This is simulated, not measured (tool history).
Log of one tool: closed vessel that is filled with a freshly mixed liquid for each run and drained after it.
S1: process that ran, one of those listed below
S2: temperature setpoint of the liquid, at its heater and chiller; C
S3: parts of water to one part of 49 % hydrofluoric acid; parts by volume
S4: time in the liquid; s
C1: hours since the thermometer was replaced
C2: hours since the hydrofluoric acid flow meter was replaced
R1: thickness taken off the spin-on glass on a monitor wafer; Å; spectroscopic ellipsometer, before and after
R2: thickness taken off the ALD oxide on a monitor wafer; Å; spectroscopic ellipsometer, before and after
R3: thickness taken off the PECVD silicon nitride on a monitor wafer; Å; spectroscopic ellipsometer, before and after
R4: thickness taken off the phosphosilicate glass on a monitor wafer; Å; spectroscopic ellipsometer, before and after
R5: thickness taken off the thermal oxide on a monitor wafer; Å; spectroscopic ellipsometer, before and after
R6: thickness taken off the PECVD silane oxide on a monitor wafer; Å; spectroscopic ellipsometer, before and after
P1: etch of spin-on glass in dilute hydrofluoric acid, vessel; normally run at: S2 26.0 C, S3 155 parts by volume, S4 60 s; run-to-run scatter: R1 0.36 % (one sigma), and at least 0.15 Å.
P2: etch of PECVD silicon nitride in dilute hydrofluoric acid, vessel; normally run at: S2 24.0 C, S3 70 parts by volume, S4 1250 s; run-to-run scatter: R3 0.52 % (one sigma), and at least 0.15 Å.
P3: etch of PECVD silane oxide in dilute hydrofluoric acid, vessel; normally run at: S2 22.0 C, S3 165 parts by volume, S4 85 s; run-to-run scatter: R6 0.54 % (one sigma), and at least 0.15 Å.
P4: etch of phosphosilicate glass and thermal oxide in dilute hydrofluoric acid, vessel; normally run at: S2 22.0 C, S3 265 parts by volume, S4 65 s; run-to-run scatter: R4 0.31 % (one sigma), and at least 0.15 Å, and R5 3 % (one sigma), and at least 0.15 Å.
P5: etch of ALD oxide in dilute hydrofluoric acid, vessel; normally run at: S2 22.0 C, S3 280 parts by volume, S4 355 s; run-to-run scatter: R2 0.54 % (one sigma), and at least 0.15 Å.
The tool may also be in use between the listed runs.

run 1 day=0.300 | S1=P1 S2=26.0 S3=155 S4=60 | C1=822.4 C2=1007.4 | R1=156.240
run 2 day=0.508 | S1=P1 S2=33.5 S3=155 S4=35 | C1=827.4 C2=1012.4 | R1=117.800
run 3 day=0.833 | S1=P1 S2=26.0 S3=240 S4=60 | C1=835.2 C2=1020.2 | R1=90.941
run 4 day=1.029 | S1=P5 S2=17.0 S3=280 S4=355 | C1=839.9 C2=1024.9 | R2=191.73
run 5 day=1.317 | S1=P2 S2=24.0 S3=70 S4=1250 | C1=846.8 C2=1031.8 | R3=452.32
run 6 day=1.629 | S1=P4 S2=22.0 S3=265 S4=65 | C1=854.3 C2=1039.3 | R4=115.880 R5=9.4200
run 7 day=1.829 | S1=P2 S2=24.0 S3=70 S4=1250 | C1=859.1 C2=1044.1 | R3=452.24
run 8 day=2.188 | S1=P2 S2=24.0 S3=125 S4=1250 | C1=867.7 C2=1052.7 | R3=256.07
run 9 day=2.362 | S1=P1 S2=26.0 S3=155 S4=60 | C1=871.9 C2=1056.9 | R1=155.820
run 10 day=2.638 | S1=P4 S2=30.0 S3=265 S4=65 | C1=878.5 C2=1063.5 | R4=153.390 R5=12.2970
run 11 day=2.821 | S1=P3 S2=22.0 S3=165 S4=85 | C1=882.9 C2=1067.9 | R6=78.542
run 12 day=2.992 | S1=P1 S2=26.0 S3=155 S4=60 | C1=887.0 C2=1072.0 | R1=154.710
run 13 day=3.342 | S1=P1 S2=26.0 S3=155 S4=60 | C1=895.4 C2=1080.4 | R1=154.400
run 14 day=3.592 | S1=P3 S2=22.0 S3=165 S4=85 | C1=901.4 C2=1086.4 | R6=78.392
run 15 day=3.933 | S1=P3 S2=22.0 S3=295 S4=85 | C1=909.6 C2=1094.6 | R6=38.515
run 16 day=4.142 | S1=P1 S2=26.0 S3=155 S4=60 | C1=914.6 C2=1099.6 | R1=155.160
run 17 day=4.446 | S1=P2 S2=24.0 S3=70 S4=570 | C1=921.9 C2=1106.9 | R3=206.04
run 18 day=4.704 | S1=P1 S2=26.0 S3=50 S4=85 | C1=928.1 C2=1113.1 | R1=781.130
run 19 day=5.017 | S1=P3 S2=17.0 S3=165 S4=85 | C1=935.6 C2=1120.6 | R6=64.467
run 20 day=5.221 | S1=P5 S2=22.0 S3=280 S4=355 | C1=940.5 C2=1125.5 | R2=229.46
run 21 day=5.588 | S1=P4 S2=22.0 S3=450 S4=65 | C1=949.3 C2=1134.3 | R4=58.082 R5=4.7792
run 22 day=5.754 | S1=P1 S2=26.0 S3=35 S4=60 | C1=953.3 C2=1138.3 | R1=808.550
run 23 day=5.921 | S1=P1 S2=30.5 S3=155 S4=60 | C1=957.3 C2=1142.3 | R1=183.830
run 24 day=6.129 | S1=P1 S2=26.0 S3=155 S4=60 | C1=962.3 C2=1147.3 | R1=155.030
run 25 day=6.450 | S1=P1 S2=21.0 S3=155 S4=60 | C1=970.0 C2=1155.0 | R1=128.550
run 26 day=6.658 | S1=P3 S2=22.0 S3=165 S4=130 | C1=975.0 C2=1160.0 | R6=121.210
run 27 day=6.908 | S1=P5 S2=22.0 S3=280 S4=355 | C1=981.0 C2=1166.0 | R2=227.97
run 28 day=7.204 | S1=P4 S2=22.0 S3=265 S4=130 | C1=988.1 C2=1173.1 | R4=231.370 R5=18.9820
run 29 day=7.442 | S1=P1 S2=26.0 S3=155 S4=30 | C1=993.8 C2=1178.8 | R1=77.906
run 30 day=7.646 | S1=P1 S2=19.5 S3=240 S4=60 | C1=998.7 C2=1183.7 | R1=71.515
run 31 day=8.004 | S1=P5 S2=22.0 S3=430 S4=355 | C1=1007.3 C2=1192.3 | R2=131.57
run 32 day=8.283 | S1=P2 S2=28.0 S3=70 S4=1250 | C1=1014.0 C2=1199.0 | R3=585.08
run 33 day=8.454 | S1=P1 S2=26.0 S3=155 S4=90 | C1=1018.1 C2=1203.1 | R1=232.780
run 34 day=8.821 | S1=P5 S2=22.0 S3=280 S4=45 | C1=1026.9 C2=1211.9 | R2=29.35
run 35 day=9.021 | S1=P1 S2=26.0 S3=155 S4=60 | C1=1031.7 C2=1216.7 | R1=155.250
run 36 day=9.346 | S1=P1 S2=26.0 S3=155 S4=60 | C1=1039.5 C2=1224.5 | R1=151.320
run 37 day=9.692 | S1=P1 S2=26.0 S3=155 S4=60 | C1=1047.8 C2=1232.8 | R1=148.460
run 38 day=9.938 | S1=P1 S2=26.0 S3=155 S4=60 | C1=1053.7 C2=1238.7 | R1=147.570
run 39 day=10.242 | S1=P1 S2=26.0 S3=155 S4=60 | C1=1061.0 C2=1246.0 | R1=146.570
run 40 day=10.604 | S1=P1 S2=26.0 S3=155 S4=60 | C1=1069.7 C2=1254.7 | R1=145.220
run 41 day=10.950 | S1=P1 S2=26.0 S3=155 S4=60 | C1=1078.0 C2=1263.0 | R1=145.650
run 42 day=11.329 | S1=P1 S2=26.0 S3=155 S4=60 | C1=1087.1 C2=1272.1 | R1=144.660
run 43 day=11.633 | S1=P1 S2=26.0 S3=155 S4=60 | C1=1094.4 C2=1279.4 | R1=145.010
run 44 day=11.871 | S1=P1 S2=26.0 S3=155 S4=60 | C1=1100.1 C2=1285.1 | R1=144.750

What P1 gives has crept away from where it was. These 2 causes fit the log equally well, each at the size given:
A: hydrofluoric acid flow below the setpoint (%) = 5.86
B: liquid colder than its thermometer reads (K) = 1.91
The creep began at about day 9.021.

4 check runs are offered, one wafer each, their results left as question marks. Which one tells the causes apart?
run check 1 day=12.108 | S1=P4 S2=22.0 S3=265 S4=125 | R4=? R5=?
run check 2 day=12.108 | S1=P3 S2=17.0 S3=265 S4=85 | R6=?
run check 3 day=12.108 | S1=P2 S2=24.0 S3=70 S4=585 | R3=?
run check 4 day=12.108 | S1=P5 S2=17.0 S3=280 S4=110 | R2=?

What each check would give under each cause:
check=check_1 result=R4 if_A=206.730 if_B=207.970
check=check_1 result=R5 if_A=16.1910 if_B=16.2880
check=check_2 result=R6 if_A=34.025 if_B=34.027
check=check_3 result=R3 if_A=200.23 if_B=186.87
check=check_4 result=R2 if_A=55.021 if_B=55.086
How far apart the two closest causes lie, in the result that separates them most: check 1 0.6 %; check 2 0 %; check 3 6.91 %; check 4 0.12 %
Only check 3 tells the causes apart: in the others they would give nearly the same result.

Check 3 was then run and gave: R3 201.68 Å. Which cause is it?

It is A: hydrofluoric acid flow below the setpoint (%).
